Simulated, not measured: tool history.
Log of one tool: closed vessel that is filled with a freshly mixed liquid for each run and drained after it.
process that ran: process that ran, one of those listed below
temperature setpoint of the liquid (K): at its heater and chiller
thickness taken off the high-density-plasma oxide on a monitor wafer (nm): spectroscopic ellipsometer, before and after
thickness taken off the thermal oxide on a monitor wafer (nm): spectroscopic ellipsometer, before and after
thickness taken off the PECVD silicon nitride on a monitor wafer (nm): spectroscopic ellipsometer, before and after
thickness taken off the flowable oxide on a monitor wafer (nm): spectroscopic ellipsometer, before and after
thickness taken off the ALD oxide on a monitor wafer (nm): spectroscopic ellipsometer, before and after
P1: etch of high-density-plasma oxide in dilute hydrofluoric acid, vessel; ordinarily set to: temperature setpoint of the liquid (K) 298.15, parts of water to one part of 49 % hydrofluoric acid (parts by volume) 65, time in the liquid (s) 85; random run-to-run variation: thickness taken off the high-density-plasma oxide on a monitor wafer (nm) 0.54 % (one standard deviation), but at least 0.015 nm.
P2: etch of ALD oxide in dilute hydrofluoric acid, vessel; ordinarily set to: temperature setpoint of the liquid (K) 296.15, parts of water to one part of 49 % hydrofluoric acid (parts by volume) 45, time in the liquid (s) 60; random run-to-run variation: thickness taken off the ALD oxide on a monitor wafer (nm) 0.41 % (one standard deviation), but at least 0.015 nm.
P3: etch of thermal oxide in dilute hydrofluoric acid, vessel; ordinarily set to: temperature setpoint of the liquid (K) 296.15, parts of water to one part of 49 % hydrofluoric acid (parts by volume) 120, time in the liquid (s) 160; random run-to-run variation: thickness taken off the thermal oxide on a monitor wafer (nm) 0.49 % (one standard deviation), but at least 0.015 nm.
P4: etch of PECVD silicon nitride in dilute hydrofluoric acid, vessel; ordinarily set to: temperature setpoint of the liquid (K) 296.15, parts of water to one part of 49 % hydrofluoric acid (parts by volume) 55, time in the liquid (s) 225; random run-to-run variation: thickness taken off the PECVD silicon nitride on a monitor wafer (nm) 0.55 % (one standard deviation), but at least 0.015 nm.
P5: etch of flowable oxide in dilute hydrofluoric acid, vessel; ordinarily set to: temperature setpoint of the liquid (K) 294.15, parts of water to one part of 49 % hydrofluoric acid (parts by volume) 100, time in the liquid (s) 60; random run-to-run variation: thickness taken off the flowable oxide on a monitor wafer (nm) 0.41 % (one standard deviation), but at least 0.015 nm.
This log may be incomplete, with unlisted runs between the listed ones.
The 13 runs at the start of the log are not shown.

run    day  process that ran  temperature setpoint of the liquid (K)  parts of water to one part of 49 % hydrofluoric acid (parts by volume)  time in the liquid (s)  hours since the thermometer was replaced  hours since the hydrofluoric acid flow meter was replaced  thickness taken off the high-density-plasma oxide on a monitor wafer (nm)  thickness taken off the thermal oxide on a monitor wafer (nm)  thickness taken off the PECVD silicon nitride on a monitor wafer (nm)  thickness taken off the flowable oxide on a monitor wafer (nm)  thickness taken off the ALD oxide on a monitor wafer (nm)
 14  1.904                P1                                  298.15                                                                      65                      85                                    1007.8                                                     1169.9                                                                     7.0276
 15  2.038                P5                                  294.15                                                                     100                     110                                    1011.0                                                     1173.1                                                                                                                                                                                                                                                                           30.162
 16  2.208                P1                                  304.65                                                                      65                     165                                    1015.1                                                     1177.2                                                                    17.7560
     2.225  -- hydrofluoric acid flow meter replaced
 17  2.338                P1                                  305.15                                                                      65                      85                                    1018.2                                                        2.8                                                                     9.2739
 18  2.454                P1                                  293.15                                                                      65                      45                                    1021.0                                                        5.6                                                                     3.0026
 19  2.579                P5                                  294.15                                                                     100                      60                                    1024.0                                                        8.6                                                                                                                                                                                                                                                                           16.432
 20  2.729                P2                                  296.15                                                                      45                      60                                    1027.6                                                       12.2                                                                                                                                                                                                                                                                                                                                      28.313
 21  2.904                P2                                  296.15                                                                      45                      90                                    1031.8                                                       16.4                                                                                                                                                                                                                                                                                                                                      42.264
 22  3.033                P1                                  298.15                                                                      35                     120                                    1034.9                                                       19.5                                                                    19.1400
 23  3.162                P1                                  298.15                                                                      65                      85                                    1038.0                                                       22.6                                                                     7.1396
 24  3.321                P1                                  298.15                                                                      65                      85                                    1041.8                                                       26.4                                                                     6.9969
 25  3.483                P1                                  298.15                                                                      65                     160                                    1045.7                                                       30.3                                                                    13.3660
 26  3.638                P1                                  291.15                                                                      65                      85                                    1049.4                                                       34.0                                                                     5.2589
 27  3.758                P4                                  296.15                                                                     100                     225                                    1052.3                                                       36.9                                                                                                                                                                                                           4.5571
 28  3.846                P3                                  296.15                                                                      65                     160                                    1054.4                                                       39.0                                                                                                                                   12.2960
 29  3.979                P2                                  302.15                                                                      45                      60                                    1057.6                                                       42.2                                                                                                                                                                                                                                                                                                                                      35.846
 30  4.075                P4                                  290.15                                                                      55                     225                                    1059.9                                                       44.5                                                                                                                                                                                                           5.3913
 31  4.246                P1                                  298.15                                                                      65                      85                                    1064.0                                                       48.6                                                                     6.9767

For run 32, what comes out?
 32  4.388                P1                                  298.15                                                                      65                      85                                    1067.4                                                       52.0                                                                          ?

Run 32 gave thickness taken off the high-density-plasma oxide on a monitor wafer (nm) 7.3690.
